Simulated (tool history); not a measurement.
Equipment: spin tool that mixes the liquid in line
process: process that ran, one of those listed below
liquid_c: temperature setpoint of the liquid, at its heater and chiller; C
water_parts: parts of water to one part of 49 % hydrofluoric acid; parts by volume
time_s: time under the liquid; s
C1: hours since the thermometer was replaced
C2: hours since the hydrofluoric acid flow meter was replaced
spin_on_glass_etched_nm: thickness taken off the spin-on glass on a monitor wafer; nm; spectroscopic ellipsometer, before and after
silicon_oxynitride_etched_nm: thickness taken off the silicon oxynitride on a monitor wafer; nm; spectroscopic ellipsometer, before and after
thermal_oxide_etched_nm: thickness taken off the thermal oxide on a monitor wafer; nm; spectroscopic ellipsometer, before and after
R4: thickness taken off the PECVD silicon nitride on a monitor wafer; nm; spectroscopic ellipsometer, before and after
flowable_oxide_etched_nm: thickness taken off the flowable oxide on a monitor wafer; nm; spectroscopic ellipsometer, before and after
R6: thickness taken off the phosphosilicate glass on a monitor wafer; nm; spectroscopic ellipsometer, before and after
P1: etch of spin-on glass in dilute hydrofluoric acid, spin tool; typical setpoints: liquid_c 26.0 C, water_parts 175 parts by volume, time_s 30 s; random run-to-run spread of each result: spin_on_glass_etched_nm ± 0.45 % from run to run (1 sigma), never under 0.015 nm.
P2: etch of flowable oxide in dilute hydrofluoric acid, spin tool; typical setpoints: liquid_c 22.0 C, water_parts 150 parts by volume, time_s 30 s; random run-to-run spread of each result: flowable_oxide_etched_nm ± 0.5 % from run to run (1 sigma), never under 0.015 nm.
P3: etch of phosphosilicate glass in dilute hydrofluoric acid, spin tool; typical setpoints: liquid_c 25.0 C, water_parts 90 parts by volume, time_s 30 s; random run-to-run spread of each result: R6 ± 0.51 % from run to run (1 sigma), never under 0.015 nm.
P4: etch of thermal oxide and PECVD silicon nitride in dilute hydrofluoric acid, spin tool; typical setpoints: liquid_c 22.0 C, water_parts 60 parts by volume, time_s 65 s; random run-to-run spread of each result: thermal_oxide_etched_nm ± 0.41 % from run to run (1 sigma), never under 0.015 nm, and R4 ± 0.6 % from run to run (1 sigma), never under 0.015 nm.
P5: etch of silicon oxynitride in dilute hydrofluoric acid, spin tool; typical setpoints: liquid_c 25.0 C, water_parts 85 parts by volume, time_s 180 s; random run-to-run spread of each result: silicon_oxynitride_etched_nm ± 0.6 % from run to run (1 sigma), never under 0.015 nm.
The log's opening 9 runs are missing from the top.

{"run": 10, "day": 2.692, "process": "P1", "liquid_c": 26.0, "water_parts": 175, "time_s": 30, "C1": 976.0, "C2": 386.4, "spin_on_glass_etched_nm": 7.8692}
{"run": 11, "day": 3.012, "process": "P1", "liquid_c": 26.0, "water_parts": 175, "time_s": 30, "C1": 983.7, "C2": 394.1, "spin_on_glass_etched_nm": 7.8021}
{"run": 12, "day": 3.192, "process": "P2", "liquid_c": 22.0, "water_parts": 205, "time_s": 30, "C1": 988.0, "C2": 398.4, "flowable_oxide_etched_nm": 3.5315}
{"run": 13, "day": 3.412, "process": "P4", "liquid_c": 22.0, "water_parts": 60, "time_s": 65, "C1": 993.3, "C2": 403.7, "thermal_oxide_etched_nm": 5.1773, "R4": 5.1003}
{"day": 3.558, "done": "hydrofluoric acid flow meter replaced"}
{"run": 14, "day": 3.625, "process": "P1", "liquid_c": 26.0, "water_parts": 175, "time_s": 30, "C1": 998.4, "C2": 1.6, "spin_on_glass_etched_nm": 7.7932}
{"run": 15, "day": 3.888, "process": "P1", "liquid_c": 26.0, "water_parts": 175, "time_s": 15, "C1": 1004.7, "C2": 7.9, "spin_on_glass_etched_nm": 3.8888}
{"run": 16, "day": 4.079, "process": "P1", "liquid_c": 26.0, "water_parts": 240, "time_s": 30, "C1": 1009.3, "C2": 12.5, "spin_on_glass_etched_nm": 5.3182}
{"run": 17, "day": 4.271, "process": "P3", "liquid_c": 25.0, "water_parts": 140, "time_s": 30, "C1": 1013.9, "C2": 17.1, "R6": 16.481}
{"run": 18, "day": 4.5, "process": "P4", "liquid_c": 18.0, "water_parts": 60, "time_s": 65, "C1": 1019.4, "C2": 22.6, "thermal_oxide_etched_nm": 4.3425, "R4": 3.8883}
{"run": 19, "day": 4.762, "process": "P3", "liquid_c": 25.0, "water_parts": 90, "time_s": 65, "C1": 1025.7, "C2": 28.9, "R6": 59.417}
{"run": 20, "day": 4.975, "process": "P3", "liquid_c": 31.5, "water_parts": 90, "time_s": 30, "C1": 1030.8, "C2": 34.0, "R6": 35.48}
{"run": 21, "day": 5.258, "process": "P3", "liquid_c": 25.0, "water_parts": 90, "time_s": 30, "C1": 1037.6, "C2": 40.8, "R6": 27.324}
{"run": 22, "day": 5.579, "process": "P4", "liquid_c": 22.0, "water_parts": 60, "time_s": 110, "C1": 1045.3, "C2": 48.5, "thermal_oxide_etched_nm": 8.7356, "R4": 8.6698}
{"run": 23, "day": 5.808, "process": "P1", "liquid_c": 18.0, "water_parts": 175, "time_s": 30, "C1": 1050.8, "C2": 54.0, "spin_on_glass_etched_nm": 5.7178}
{"run": 24, "day": 5.979, "process": "P2", "liquid_c": 30.0, "water_parts": 150, "time_s": 30, "C1": 1054.9, "C2": 58.1, "flowable_oxide_etched_nm": 6.9742}

The next listed run, before its measurement:
{"run": 25, "day": 6.225, "process": "P2", "liquid_c": 22.0, "water_parts": 150, "time_s": 15, "C1": 1060.8, "C2": 64.0, "flowable_oxide_etched_nm": "?"}

{"run 25": {"flowable_oxide_etched_nm": 2.5765}}
